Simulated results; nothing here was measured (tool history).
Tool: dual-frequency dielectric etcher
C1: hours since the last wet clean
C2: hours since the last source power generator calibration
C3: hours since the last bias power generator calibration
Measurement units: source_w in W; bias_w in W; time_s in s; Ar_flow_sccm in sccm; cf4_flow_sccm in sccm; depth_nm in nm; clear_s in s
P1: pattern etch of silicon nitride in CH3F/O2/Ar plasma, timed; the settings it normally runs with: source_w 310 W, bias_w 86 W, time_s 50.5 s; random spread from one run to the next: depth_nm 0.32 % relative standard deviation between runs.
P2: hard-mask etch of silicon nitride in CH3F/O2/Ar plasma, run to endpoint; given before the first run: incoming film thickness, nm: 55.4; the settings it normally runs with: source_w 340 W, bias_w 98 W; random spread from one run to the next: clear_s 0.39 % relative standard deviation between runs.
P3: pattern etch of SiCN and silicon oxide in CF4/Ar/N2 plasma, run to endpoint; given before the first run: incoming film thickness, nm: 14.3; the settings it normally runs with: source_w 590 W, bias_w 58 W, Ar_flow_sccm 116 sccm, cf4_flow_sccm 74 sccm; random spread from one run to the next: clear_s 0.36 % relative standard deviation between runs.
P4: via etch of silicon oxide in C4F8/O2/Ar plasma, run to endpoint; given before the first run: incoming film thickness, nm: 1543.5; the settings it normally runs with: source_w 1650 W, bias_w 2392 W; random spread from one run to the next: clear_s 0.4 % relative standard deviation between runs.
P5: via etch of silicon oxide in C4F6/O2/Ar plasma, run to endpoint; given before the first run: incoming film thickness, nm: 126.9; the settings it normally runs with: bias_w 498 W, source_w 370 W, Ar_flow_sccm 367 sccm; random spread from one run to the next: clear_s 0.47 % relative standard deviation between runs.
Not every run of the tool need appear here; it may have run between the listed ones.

{"run": 1, "day": 0.35, "process": "P1", "source_w": 310, "bias_w": 86, "time_s": 50.5, "C1": 345.1, "C2": 1173.5, "C3": 422.9, "depth_nm": 32.975}
{"run": 2, "day": 0.692, "process": "P1", "source_w": 310, "bias_w": 86, "time_s": 50.5, "C1": 353.3, "C2": 1181.7, "C3": 431.1, "depth_nm": 33.06}
{"run": 3, "day": 1.1, "process": "P2", "source_w": 260, "bias_w": 98, "C1": 363.1, "C2": 1191.5, "C3": 440.9, "clear_s": 85.089}
{"run": 4, "day": 1.512, "process": "P4", "source_w": 1650, "bias_w": 1394, "C1": 373, "C2": 1201.4, "C3": 450.8, "clear_s": 357.58}
{"run": 5, "day": 1.883, "process": "P1", "source_w": 310, "bias_w": 115, "time_s": 50.5, "C1": 381.9, "C2": 1210.3, "C3": 459.7, "depth_nm": 36.746}
{"run": 6, "day": 2.162, "process": "P1", "source_w": 310, "bias_w": 86, "time_s": 50.5, "C1": 388.6, "C2": 1217, "C3": 466.4, "depth_nm": 33.136}
{"day": 2.35, "done": "wet clean of the chamber"}
{"run": 7, "day": 2.383, "process": "P3", "source_w": 590, "bias_w": 71, "Ar_flow_sccm": 116, "cf4_flow_sccm": 74, "C1": 0.9, "C2": 1222.3, "C3": 471.7, "clear_s": 13.071}
{"run": 8, "day": 2.604, "process": "P3", "source_w": 590, "bias_w": 58, "Ar_flow_sccm": 116, "cf4_flow_sccm": 102, "C1": 6.2, "C2": 1227.6, "C3": 477, "clear_s": 13.177}
{"run": 9, "day": 3.017, "process": "P1", "source_w": 410, "bias_w": 86, "time_s": 50.5, "C1": 16.1, "C2": 1237.5, "C3": 486.9, "depth_nm": 36.711}
{"run": 10, "day": 3.417, "process": "P1", "source_w": 310, "bias_w": 86, "time_s": 37, "C1": 25.7, "C2": 1247.1, "C3": 496.5, "depth_nm": 24.109}
{"run": 11, "day": 3.792, "process": "P1", "source_w": 310, "bias_w": 49, "time_s": 50.5, "C1": 34.7, "C2": 1256.1, "C3": 505.5, "depth_nm": 27.307}
{"run": 12, "day": 4.196, "process": "P5", "source_w": 370, "bias_w": 498, "Ar_flow_sccm": 367, "C1": 44.4, "C2": 1265.8, "C3": 515.2, "clear_s": 29.792}
{"run": 13, "day": 4.408, "process": "P4", "source_w": 2340, "bias_w": 2392, "C1": 49.5, "C2": 1270.9, "C3": 520.3, "clear_s": 267.71}
{"run": 14, "day": 4.692, "process": "P3", "source_w": 810, "bias_w": 58, "Ar_flow_sccm": 116, "cf4_flow_sccm": 74, "C1": 56.3, "C2": 1277.7, "C3": 527.1, "clear_s": 10.56}
{"run": 15, "day": 4.967, "process": "P5", "source_w": 460, "bias_w": 498, "Ar_flow_sccm": 367, "C1": 62.9, "C2": 1284.3, "C3": 533.7, "clear_s": 27.484}
{"run": 16, "day": 5.396, "process": "P1", "source_w": 310, "bias_w": 86, "time_s": 50.5, "C1": 73.2, "C2": 1294.6, "C3": 544, "depth_nm": 33.064}
{"run": 17, "day": 5.796, "process": "P1", "source_w": 220, "bias_w": 86, "time_s": 50.5, "C1": 82.8, "C2": 1304.2, "C3": 553.6, "depth_nm": 29.033}
{"run": 18, "day": 6.212, "process": "P3", "source_w": 590, "bias_w": 58, "Ar_flow_sccm": 75, "cf4_flow_sccm": 74, "C1": 92.8, "C2": 1314.2, "C3": 563.6, "clear_s": 13.05}
{"run": 19, "day": 6.521, "process": "P1", "source_w": 310, "bias_w": 86, "time_s": 73, "C1": 100.2, "C2": 1321.6, "C3": 571, "depth_nm": 47.824}
{"run": 20, "day": 6.746, "process": "P5", "source_w": 370, "bias_w": 498, "Ar_flow_sccm": 262, "C1": 105.6, "C2": 1327, "C3": 576.4, "clear_s": 28.716}
{"run": 21, "day": 7.067, "process": "P2", "source_w": 340, "bias_w": 98, "C1": 113.3, "C2": 1334.7, "C3": 584.1, "clear_s": 77.452}
{"run": 22, "day": 7.488, "process": "P2", "source_w": 340, "bias_w": 119, "C1": 123.4, "C2": 1344.8, "C3": 594.2, "clear_s": 71.778}
{"run": 23, "day": 7.683, "process": "P1", "source_w": 440, "bias_w": 54, "time_s": 50.5, "C1": 128.1, "C2": 1349.5, "C3": 598.9, "depth_nm": 32.285}
{"run": 24, "day": 8.075, "process": "P1", "source_w": 200, "bias_w": 118, "time_s": 50.5, "C1": 137.5, "C2": 1358.9, "C3": 608.3, "depth_nm": 31.853}
{"run": 25, "day": 8.383, "process": "P3", "source_w": 590, "bias_w": 58, "Ar_flow_sccm": 116, "cf4_flow_sccm": 74, "C1": 144.9, "C2": 1366.3, "C3": 615.7, "clear_s": 13.952}
{"run": 26, "day": 8.617, "process": "P4", "source_w": 1650, "bias_w": 2392, "C1": 150.5, "C2": 1371.9, "C3": 621.3, "clear_s": 307.08}
{"run": 27, "day": 8.975, "process": "P5", "source_w": 370, "bias_w": 398, "Ar_flow_sccm": 367, "C1": 159.1, "C2": 1380.5, "C3": 629.9, "clear_s": 32.031}
{"run": 28, "day": 9.246, "process": "P5", "source_w": 370, "bias_w": 498, "Ar_flow_sccm": 367, "C1": 165.6, "C2": 1387, "C3": 636.4, "clear_s": 29.671}
{"run": 29, "day": 9.638, "process": "P1", "source_w": 310, "bias_w": 86, "time_s": 50.5, "C1": 175, "C2": 1396.4, "C3": 645.8, "depth_nm": 33.084}
{"run": 30, "day": 9.921, "process": "P1", "source_w": 310, "bias_w": 86, "time_s": 50.5, "C1": 181.8, "C2": 1403.2, "C3": 652.6, "depth_nm": 32.863}
{"run": 31, "day": 10.279, "process": "P1", "source_w": 310, "bias_w": 86, "time_s": 50.5, "C1": 190.4, "C2": 1411.8, "C3": 661.2, "depth_nm": 32.682}
{"run": 32, "day": 10.5, "process": "P1", "source_w": 310, "bias_w": 86, "time_s": 50.5, "C1": 195.7, "C2": 1417.1, "C3": 666.5, "depth_nm": 32.783}
{"run": 33, "day": 10.812, "process": "P1", "source_w": 310, "bias_w": 86, "time_s": 50.5, "C1": 203.2, "C2": 1424.6, "C3": 674, "depth_nm": 32.823}
{"run": 34, "day": 11.167, "process": "P1", "source_w": 310, "bias_w": 86, "time_s": 50.5, "C1": 211.7, "C2": 1433.1, "C3": 682.5, "depth_nm": 32.402}
{"run": 35, "day": 11.492, "process": "P1", "source_w": 310, "bias_w": 86, "time_s": 50.5, "C1": 219.5, "C2": 1440.9, "C3": 690.3, "depth_nm": 32.641}
{"run": 36, "day": 11.875, "process": "P1", "source_w": 310, "bias_w": 86, "time_s": 50.5, "C1": 228.7, "C2": 1450.1, "C3": 699.5, "depth_nm": 32.621}
{"day": 11.938, "done": "wet clean of the chamber"}
{"run": 37, "day": 12.167, "process": "P1", "source_w": 310, "bias_w": 86, "time_s": 50.5, "C1": 5.6, "C2": 1457.1, "C3": 706.5, "depth_nm": 32.394}
{"run": 38, "day": 12.392, "process": "P1", "source_w": 310, "bias_w": 86, "time_s": 50.5, "C1": 11, "C2": 1462.5, "C3": 711.9, "depth_nm": 32.575}
{"run": 39, "day": 12.833, "process": "P1", "source_w": 310, "bias_w": 86, "time_s": 50.5, "C1": 21.6, "C2": 1473.1, "C3": 722.5, "depth_nm": 32.65}

P1 has crept away from where it was. The log is fitted equally well by each of these 2 causes, at the sizes shown:
A: bias power that arrives under what is set, % = 4.4
B: source power that arrives under what is set, % = 4.26
The process output started creeping at around day 9.638.
Each remaining cause and why it is not a fit:
chamber walls in a state that lowers the etch rate, %: serviced after onset, at day 11.938, with no recovery of the prior output

The list below offers 4 check runs, each averaging the results of 2 wafers, and shows each result as a question mark. For which of them would the listed causes give clearly different results?
{"run": "check 1", "day": 13.275, "process": "P2", "source_w": 340, "bias_w": 98, "clear_s": "?"}
{"run": "check 2", "day": 13.275, "process": "P3", "source_w": 590, "bias_w": 58, "Ar_flow_sccm": 116, "cf4_flow_sccm": 74, "clear_s": "?"}
{"run": "check 3", "day": 13.275, "process": "P5", "source_w": 370, "bias_w": 498, "Ar_flow_sccm": 367, "clear_s": "?"}
{"run": "check 4", "day": 13.275, "process": "P4", "source_w": 1650, "bias_w": 2392, "clear_s": "?"}

If the cause were each of the candidates in turn, the checks would give the following:
check=check_1 result=clear_s if_A=78.691 if_B=78.66
check=check_2 result=clear_s if_A=14.158 if_B=14.508
check=check_3 result=clear_s if_A=30.184 if_B=30.16
check=check_4 result=clear_s if_A=312.63 if_B=313.77
Smallest distance between any two causes, each pair judged by its most separating result, in per cent: check 1 0.04 %; check 2 2.44 %; check 3 0.08 %; check 4 0.36 %
Only in check 2 would the causes give clearly different results; in the remaining checks their results would be nearly the same.

Running check 2 produced the following: clear_s 14.144 s. Which one of the listed causes fits?

The correct cause is A, namely: bias power that arrives under what is set, %.
